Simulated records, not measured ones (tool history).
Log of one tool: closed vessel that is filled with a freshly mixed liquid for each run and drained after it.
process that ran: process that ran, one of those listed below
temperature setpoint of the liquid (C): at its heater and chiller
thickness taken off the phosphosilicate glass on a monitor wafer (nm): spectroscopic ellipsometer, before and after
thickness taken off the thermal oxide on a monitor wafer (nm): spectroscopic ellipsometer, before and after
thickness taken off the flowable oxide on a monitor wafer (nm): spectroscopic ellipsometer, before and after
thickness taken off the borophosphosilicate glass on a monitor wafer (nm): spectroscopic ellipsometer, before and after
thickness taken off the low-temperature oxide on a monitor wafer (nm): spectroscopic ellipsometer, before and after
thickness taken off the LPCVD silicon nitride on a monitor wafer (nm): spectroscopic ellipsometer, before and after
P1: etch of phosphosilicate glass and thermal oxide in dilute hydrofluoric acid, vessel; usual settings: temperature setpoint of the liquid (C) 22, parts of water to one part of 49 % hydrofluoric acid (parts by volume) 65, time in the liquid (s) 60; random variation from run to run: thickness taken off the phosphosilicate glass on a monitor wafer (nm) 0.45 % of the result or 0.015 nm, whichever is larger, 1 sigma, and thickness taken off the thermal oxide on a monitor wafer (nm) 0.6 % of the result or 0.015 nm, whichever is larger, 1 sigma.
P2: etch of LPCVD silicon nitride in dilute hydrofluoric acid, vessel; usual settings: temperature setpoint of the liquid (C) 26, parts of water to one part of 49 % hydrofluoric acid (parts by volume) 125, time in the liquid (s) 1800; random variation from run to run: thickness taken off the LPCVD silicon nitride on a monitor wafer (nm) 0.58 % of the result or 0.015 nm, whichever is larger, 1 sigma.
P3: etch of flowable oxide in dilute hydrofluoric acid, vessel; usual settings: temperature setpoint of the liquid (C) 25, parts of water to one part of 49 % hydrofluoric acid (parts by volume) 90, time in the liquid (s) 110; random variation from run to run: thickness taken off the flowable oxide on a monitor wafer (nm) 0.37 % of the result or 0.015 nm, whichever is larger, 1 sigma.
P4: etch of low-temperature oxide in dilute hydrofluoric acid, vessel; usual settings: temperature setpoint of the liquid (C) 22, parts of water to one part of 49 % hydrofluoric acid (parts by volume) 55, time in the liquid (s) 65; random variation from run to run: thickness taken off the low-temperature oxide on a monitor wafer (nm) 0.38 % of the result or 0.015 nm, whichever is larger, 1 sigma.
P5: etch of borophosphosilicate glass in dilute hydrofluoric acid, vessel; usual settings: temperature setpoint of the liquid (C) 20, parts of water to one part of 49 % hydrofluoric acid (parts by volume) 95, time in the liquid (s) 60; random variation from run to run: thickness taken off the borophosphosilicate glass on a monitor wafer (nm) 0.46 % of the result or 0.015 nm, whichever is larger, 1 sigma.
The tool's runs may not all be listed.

run	hour	process that ran	temperature setpoint of the liquid (C)	parts of water to one part of 49 % hydrofluoric acid (parts by volume)	time in the liquid (s)	hours since the thermometer was replaced	hours since the hydrofluoric acid flow meter was replaced	thickness taken off the phosphosilicate glass on a monitor wafer (nm)	thickness taken off the thermal oxide on a monitor wafer (nm)	thickness taken off the flowable oxide on a monitor wafer (nm)	thickness taken off the borophosphosilicate glass on a monitor wafer (nm)	thickness taken off the low-temperature oxide on a monitor wafer (nm)	thickness taken off the LPCVD silicon nitride on a monitor wafer (nm)
1	9.7	P1	22	65	60	385.6	1477	59.346	4.4425				
2	18.6	P3	25	90	110	394.5	1485.9			38.539			
3	29.8	P5	20	95	115	405.7	1497.1				88.274		
4	41.2	P4	22	80	65	417.1	1508.5					12.781	
5	51.7	P3	25	155	110	427.6	1519			20.766			
6	65.9	P3	25	90	200	441.8	1533.2			70.566			
7	77.3	P5	25.5	95	60	453.2	1544.6				56.837		
8	85	P1	29.5	65	60	460.9	1552.3	79.635	6.0592				
9	99.1	P2	18	125	1800	475	1566.4						5.0249
10	108.8	P2	26	125	190	484.7	1576.1						0.88147
11	119.2	P1	22	65	105	495.1	1586.5	103.66	7.8372				
12	132.6	P1	22	65	60	508.5	1599.9	58.771	4.4755				
13	145.5	P5	20	165	60	521.4	1612.8				24.277		
14	161.4	P2	26	125	1800	537.3	1628.7						8.6129
15	174.5	P4	22	55	110	550.4	1641.8					32.581	
16	184.5	P1	22	65	60	560.4	1651.8	58.499	4.5166				
17	194.3	P4	22	55	65	570.2	1661.6					19.198	
18	208.5	P4	22	55	65	584.4	1675.8					19.316	
19	220.1	P1	26	40	60	596	1687.4	116.58	8.9111				
20	235	P4	30.5	55	65	610.9	1702.3					26.91	
21	248.1	P1	17	65	60	624	1715.4	47.497	3.6115				
22	256.9	P1	22	65	30	632.8	1724.2	29.503	2.2471				
23	272.6	P3	18.5	90	110	648.5	1739.9			29.578			
24	287.6	P3	25	90	110	663.5	1754.9			38.749			
25	303	P1	22	110	60	678.9	1770.3	33.136	2.4615				
26	316.7	P2	26	125	1800	692.6	1784						8.6314
27	327.9	P5	20	95	60	703.8	1795.2				45.933		
28	338.4	P2	26	205	1800	714.3	1805.7						5.185
29	350.1	P1	22	65	60	726	1817.4	58.838	4.4328				
30	367.1	P1	22	25	60	743	1834.4	161.04	12.255				
31	381.2	P1	22	65	60	757.1	1848.5	58.927	4.4761				
32	391	P1	22	65	60	766.9	1858.3	58.919	4.466				
33	399.4	P1	22	65	60	775.3	1866.7	57.564	4.3646				
34	407.1	P1	22	65	60	783	1874.4	56.305	4.3057				
35	419.9	P1	22	65	60	795.8	1887.2	54.901	4.2107				
36	429.5	P1	22	65	60	805.4	1896.8	54.584	4.1242				
37	443.7	P1	22	65	60	819.6	1911	53.976	4.0973				
38	454.9	P1	22	65	60	830.8	1922.2	53.913	4.0398				
39	463.8	P1	22	65	60	839.7	1931.1	53.355	4.0221				
40	477.6	P1	22	65	60	853.5	1944.9	53.43	4.0361				
41	487.6	P1	22	65	60	863.5	1954.9	53.44	3.9769				
42	495.6	P1	22	65	60	871.5	1962.9	53.333	4.0042				
43	504.7	P1	22	65	60	880.6	1972	53.103	4.0077				

What P1 gives has crept away from where it was. These 2 causes fit the log equally well, each at the size given:
A: hydrofluoric acid flow below the setpoint (%) = 8.88
B: liquid colder than its thermometer reads (K) = 2.42
The creep began at about hour 391.

4 check runs are offered, one wafer each, their results left as question marks. Which one tells the causes apart?
check 1	513.8	P4	22	55	65							?	
check 2	513.8	P3	25	90	110					?			
check 3	513.8	P2	26	125	1800								?
check 4	513.8	P5	20	95	60						?		

What each check would give under each cause:
check	result	if A	if B
check 1	thickness taken off the low-temperature oxide on a monitor wafer (nm)	17.361	17.325
check 2	thickness taken off the flowable oxide on a monitor wafer (nm)	34.834	35.091
check 3	thickness taken off the LPCVD silicon nitride on a monitor wafer (nm)	7.8086	7.3238
check 4	thickness taken off the borophosphosilicate glass on a monitor wafer (nm)	41.146	41.252
How far apart the two closest causes lie, in the result that separates them most: check 1 0.21 %; check 2 0.73 %; check 3 6.41 %; check 4 0.26 %
Check 3 tells the causes apart: in the others they would give nearly the same result.

Check 3 was then run and gave: thickness taken off the LPCVD silicon nitride on a monitor wafer (nm) 7.8593. Which cause is it?

It is A: hydrofluoric acid flow below the setpoint (%).
